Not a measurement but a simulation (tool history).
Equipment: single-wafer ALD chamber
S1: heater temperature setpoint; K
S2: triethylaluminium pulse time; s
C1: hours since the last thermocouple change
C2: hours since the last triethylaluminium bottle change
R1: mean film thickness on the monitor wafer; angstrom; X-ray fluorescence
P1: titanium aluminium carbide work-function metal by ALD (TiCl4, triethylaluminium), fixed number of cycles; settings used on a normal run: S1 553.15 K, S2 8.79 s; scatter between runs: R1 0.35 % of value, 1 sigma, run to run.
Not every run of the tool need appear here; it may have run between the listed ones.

run	hour	S1	S2	C1	C2	R1
1	7.5	553.15	8.79	365.5	1227.1	17.224
2	16.2	553.15	3.01	374.2	1235.8	11.649
3	27.5	531.15	8.79	385.5	1247.1	15.441
4	40.4	553.15	8.79	398.4	1260	17.172
5	47.9	553.15	8.79	405.9	1267.5	16.983
6	63.6	553.15	8.79	421.6	1283.2	17.125
7	75.8	553.15	8.79	433.8	1295.4	17.145
8	89.5	553.15	8.79	447.5	1309.1	17.169
9	98.8	576.15	8.79	456.8	1318.4	19.008
10	107.6	553.15	14.33	465.6	1327.2	17.903
11	116.6	567.15	4.6	474.6	1336.2	15.227
12	129.6	553.15	8.79	487.6	1349.2	17.19
13	145.1	553.15	8.79	503.1	1364.7	17.117
14	160.2	553.15	8.79	518.2	1379.8	16.924
15	172.3	553.15	8.79	530.3	1391.9	16.705
16	182.8	553.15	8.79	540.8	1402.4	16.76
17	197	553.15	8.79	555	1416.6	16.697
18	212	553.15	8.79	570	1431.6	16.812
19	221.1	553.15	8.79	579.1	1440.7	16.744

P1 has crept away from where it was. The log is fitted equally well by each of these 2 causes, at the sizes shown:
A: wafer temperature below the value expected at the setpoint (K) = 5.38
B: triethylaluminium dose below that of a fresh bottle (%) = 13.2
At approximately hour 145.1, the process output began to creep.

Listed below are the offered check runs, one wafer per run, with question marks in place of results. For which of them would the causes give clearly different outcomes?
check 1	230.2	553.15	3.19			?
check 2	230.2	567.15	10.88			?
check 3	230.2	531.15	8.79			?
check 4	230.2	535.15	8.79			?

Outcome of each check run for each possible cause:
check	result	if A	if B
check 1	R1	11.715	11.078
check 2	R1	18.298	18.455
check 3	R1	14.986	15.019
check 4	R1	15.296	15.324
Per check, the gap between the least separated pair of causes, taken in the result that splits them most: check 1 5.58 %; check 2 0.86 %; check 3 0.22 %; check 4 0.18 %
The causes can be told apart only by check 1. The other checks would give nearly the same results under each of them.

Check 1 was carried out, with these results: R1 11.748 angstrom. Which of the listed causes is responsible?

It is A: wafer temperature below the value expected at the setpoint (K).
